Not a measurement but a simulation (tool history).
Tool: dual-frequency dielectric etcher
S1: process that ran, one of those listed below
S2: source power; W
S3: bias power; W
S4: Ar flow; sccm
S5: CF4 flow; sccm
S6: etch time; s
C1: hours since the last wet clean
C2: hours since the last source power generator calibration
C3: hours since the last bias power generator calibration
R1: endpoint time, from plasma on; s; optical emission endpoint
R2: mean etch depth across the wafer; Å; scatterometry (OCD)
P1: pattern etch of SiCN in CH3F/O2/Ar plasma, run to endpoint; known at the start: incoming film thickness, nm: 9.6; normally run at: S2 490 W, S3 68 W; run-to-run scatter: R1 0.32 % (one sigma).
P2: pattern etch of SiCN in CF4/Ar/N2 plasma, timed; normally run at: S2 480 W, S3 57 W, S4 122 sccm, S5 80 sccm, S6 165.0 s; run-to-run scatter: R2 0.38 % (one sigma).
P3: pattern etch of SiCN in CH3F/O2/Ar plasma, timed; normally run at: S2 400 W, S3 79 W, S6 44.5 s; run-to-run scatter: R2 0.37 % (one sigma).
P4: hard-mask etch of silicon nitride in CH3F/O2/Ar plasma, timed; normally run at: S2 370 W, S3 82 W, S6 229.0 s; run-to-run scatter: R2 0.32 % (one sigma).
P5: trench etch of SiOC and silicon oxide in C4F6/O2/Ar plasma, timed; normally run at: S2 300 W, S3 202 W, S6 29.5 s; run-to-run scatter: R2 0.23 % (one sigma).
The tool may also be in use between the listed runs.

{"run": 1, "hour": 5.2, "S1": "P1", "S2": 490, "S3": 68, "C1": 339.5, "C2": 2747.9, "C3": 2210.5, "R1": 23.87}
{"run": 2, "hour": 13.8, "S1": "P2", "S2": 480, "S3": 57, "S4": 122, "S5": 80, "S6": 165.0, "C1": 348.1, "C2": 2756.5, "C3": 2219.1, "R2": 1317.8}
{"run": 3, "hour": 20.3, "S1": "P2", "S2": 480, "S3": 45, "S4": 122, "S5": 80, "S6": 165.0, "C1": 354.6, "C2": 2763.0, "C3": 2225.6, "R2": 1220.8}
{"run": 4, "hour": 30.2, "S1": "P5", "S2": 300, "S3": 202, "S6": 29.5, "C1": 364.5, "C2": 2772.9, "C3": 2235.5, "R2": 506.03}
{"run": 5, "hour": 37.5, "S1": "P1", "S2": 590, "S3": 49, "C1": 371.8, "C2": 2780.2, "C3": 2242.8, "R1": 24.634}
{"run": 6, "hour": 45.1, "S1": "P3", "S2": 270, "S3": 79, "S6": 44.5, "C1": 379.4, "C2": 2787.8, "C3": 2250.4, "R2": 150.63}
{"run": 7, "hour": 49.6, "S1": "P1", "S2": 490, "S3": 68, "C1": 383.9, "C2": 2792.3, "C3": 2254.9, "R1": 23.981}
{"run": 8, "hour": 56.1, "S1": "P1", "S2": 610, "S3": 81, "C1": 390.4, "C2": 2798.8, "C3": 2261.4, "R1": 20.63}
{"run": 9, "hour": 65.4, "S1": "P2", "S2": 480, "S3": 57, "S4": 122, "S5": 95, "S6": 165.0, "C1": 399.7, "C2": 2808.1, "C3": 2270.7, "R2": 1357.1}
{"hour": 69.4, "done": "source power generator calibrated"}
{"run": 10, "hour": 72.6, "S1": "P1", "S2": 490, "S3": 68, "C1": 406.9, "C2": 3.3, "C3": 2277.9, "R1": 24.044}
{"run": 11, "hour": 79.3, "S1": "P3", "S2": 400, "S3": 79, "S6": 44.5, "C1": 413.6, "C2": 10.0, "C3": 2284.6, "R2": 173.13}
{"run": 12, "hour": 85.4, "S1": "P3", "S2": 400, "S3": 112, "S6": 44.5, "C1": 419.7, "C2": 16.1, "C3": 2290.7, "R2": 198.29}
{"run": 13, "hour": 90.3, "S1": "P5", "S2": 300, "S3": 264, "S6": 29.5, "C1": 424.6, "C2": 21.0, "C3": 2295.6, "R2": 552.18}
{"run": 14, "hour": 96.4, "S1": "P5", "S2": 300, "S3": 202, "S6": 42.0, "C1": 430.7, "C2": 27.1, "C3": 2301.7, "R2": 718.95}
{"run": 15, "hour": 104.7, "S1": "P1", "S2": 490, "S3": 68, "C1": 439.0, "C2": 35.4, "C3": 2310.0, "R1": 23.801}
{"run": 16, "hour": 111.7, "S1": "P1", "S2": 490, "S3": 68, "C1": 446.0, "C2": 42.4, "C3": 2317.0, "R1": 23.857}
{"run": 17, "hour": 118.3, "S1": "P2", "S2": 480, "S3": 57, "S4": 79, "S5": 80, "S6": 165.0, "C1": 452.6, "C2": 49.0, "C3": 2323.6, "R2": 1413.3}
{"run": 18, "hour": 125.9, "S1": "P1", "S2": 490, "S3": 68, "C1": 460.2, "C2": 56.6, "C3": 2331.2, "R1": 23.925}
{"run": 19, "hour": 130.5, "S1": "P1", "S2": 630, "S3": 68, "C1": 464.8, "C2": 61.2, "C3": 2335.8, "R1": 21.73}
{"run": 20, "hour": 136.8, "S1": "P1", "S2": 320, "S3": 68, "C1": 471.1, "C2": 67.5, "C3": 2342.1, "R1": 27.942}
{"run": 21, "hour": 146.3, "S1": "P1", "S2": 490, "S3": 46, "C1": 480.6, "C2": 77.0, "C3": 2351.6, "R1": 27.287}
{"run": 22, "hour": 154.0, "S1": "P2", "S2": 680, "S3": 57, "S4": 122, "S5": 80, "S6": 165.0, "C1": 488.3, "C2": 84.7, "C3": 2359.3, "R2": 1792.2}
{"run": 23, "hour": 158.5, "S1": "P4", "S2": 270, "S3": 82, "S6": 229.0, "C1": 492.8, "C2": 89.2, "C3": 2363.8, "R2": 1439.4}
{"run": 24, "hour": 165.3, "S1": "P5", "S2": 180, "S3": 202, "S6": 29.5, "C1": 499.6, "C2": 96.0, "C3": 2370.6, "R2": 417.99}
{"run": 25, "hour": 169.8, "S1": "P1", "S2": 490, "S3": 95, "C1": 504.1, "C2": 100.5, "C3": 2375.1, "R1": 21.413}
{"run": 26, "hour": 175.3, "S1": "P2", "S2": 480, "S3": 57, "S4": 122, "S5": 80, "S6": 101.5, "C1": 509.6, "C2": 106.0, "C3": 2380.6, "R2": 811.67}
{"run": 27, "hour": 181.8, "S1": "P4", "S2": 370, "S3": 82, "S6": 329.0, "C1": 516.1, "C2": 112.5, "C3": 2387.1, "R2": 2330.9}
{"run": 28, "hour": 190.9, "S1": "P4", "S2": 370, "S3": 104, "S6": 229.0, "C1": 525.2, "C2": 121.6, "C3": 2396.2, "R2": 1764.9}
{"run": 29, "hour": 196.6, "S1": "P4", "S2": 370, "S3": 82, "S6": 229.0, "C1": 530.9, "C2": 127.3, "C3": 2401.9, "R2": 1626.3}
{"run": 30, "hour": 202.4, "S1": "P4", "S2": 370, "S3": 82, "S6": 229.0, "C1": 536.7, "C2": 133.1, "C3": 2407.7, "R2": 1609.0}
{"run": 31, "hour": 212.1, "S1": "P3", "S2": 400, "S3": 79, "S6": 44.5, "C1": 546.4, "C2": 142.8, "C3": 2417.4, "R2": 173.58}
{"run": 32, "hour": 221.5, "S1": "P3", "S2": 400, "S3": 79, "S6": 28.0, "C1": 555.8, "C2": 152.2, "C3": 2426.8, "R2": 109.52}
{"run": 33, "hour": 226.8, "S1": "P1", "S2": 490, "S3": 68, "C1": 561.1, "C2": 157.5, "C3": 2432.1, "R1": 23.906}
{"run": 34, "hour": 233.6, "S1": "P1", "S2": 490, "S3": 68, "C1": 567.9, "C2": 164.3, "C3": 2438.9, "R1": 23.982}
{"run": 35, "hour": 239.4, "S1": "P1", "S2": 490, "S3": 68, "C1": 573.7, "C2": 170.1, "C3": 2444.7, "R1": 24.162}
{"run": 36, "hour": 247.8, "S1": "P1", "S2": 490, "S3": 68, "C1": 582.1, "C2": 178.5, "C3": 2453.1, "R1": 24.237}
{"run": 37, "hour": 256.2, "S1": "P1", "S2": 490, "S3": 68, "C1": 590.5, "C2": 186.9, "C3": 2461.5, "R1": 24.192}
{"run": 38, "hour": 265.5, "S1": "P1", "S2": 490, "S3": 68, "C1": 599.8, "C2": 196.2, "C3": 2470.8, "R1": 24.258}
{"run": 39, "hour": 273.0, "S1": "P1", "S2": 490, "S3": 68, "C1": 607.3, "C2": 203.7, "C3": 2478.3, "R1": 24.303}
{"hour": 275.5, "done": "wet clean of the chamber"}
{"run": 40, "hour": 282.0, "S1": "P1", "S2": 490, "S3": 68, "C1": 6.6, "C2": 212.7, "C3": 2487.3, "R1": 24.377}
{"run": 41, "hour": 288.4, "S1": "P1", "S2": 490, "S3": 68, "C1": 13.0, "C2": 219.1, "C3": 2493.7, "R1": 24.388}
{"run": 42, "hour": 297.9, "S1": "P1", "S2": 490, "S3": 68, "C1": 22.5, "C2": 228.6, "C3": 2503.2, "R1": 24.351}

What P1 gives has crept away from where it was. These 2 causes fit the log equally well, each at the size given:
A: bias power that arrives under what is set, % = 4.51
B: source power that arrives under what is set, % = 4.08
The creep began at about hour 226.8.
Why every other cause is out:
chamber walls in a state that lowers the etch rate, %: serviced at hour 275.5, which brought nothing back

4 check runs are offered, each on 2 wafers whose results are averaged, their results left as question marks. Which one tells the causes apart?
{"run": "check 1", "hour": 307.4, "S1": "P5", "S2": 300, "S3": 263, "S6": 29.5, "R2": "?"}
{"run": "check 2", "hour": 307.4, "S1": "P3", "S2": 400, "S3": 104, "S6": 44.5, "R2": "?"}
{"run": "check 3", "hour": 307.4, "S1": "P4", "S2": 370, "S3": 82, "S6": 328.5, "R2": "?"}
{"run": "check 4", "hour": 307.4, "S1": "P2", "S2": 630, "S3": 57, "S4": 122, "S5": 80, "S6": 122.5, "R2": "?"}

What each check would give under each cause:
check=check_1 result=R2 if_A=544.37 if_B=544.48
check=check_2 result=R2 if_A=189.34 if_B=189.75
check=check_3 result=R2 if_A=2286.70 if_B=2288.30
check=check_4 result=R2 if_A=1232.00 if_B=1205.10
How far apart the two closest causes lie, in the result that separates them most: check 1 0.02 %; check 2 0.21 %; check 3 0.07 %; check 4 2.2 %
Only check 4 tells the causes apart: in the others they would give nearly the same result.

Then check 4 was run and gave: R2 1233.00 Å. Which cause is it?

It is A: bias power that arrives under what is set, %.

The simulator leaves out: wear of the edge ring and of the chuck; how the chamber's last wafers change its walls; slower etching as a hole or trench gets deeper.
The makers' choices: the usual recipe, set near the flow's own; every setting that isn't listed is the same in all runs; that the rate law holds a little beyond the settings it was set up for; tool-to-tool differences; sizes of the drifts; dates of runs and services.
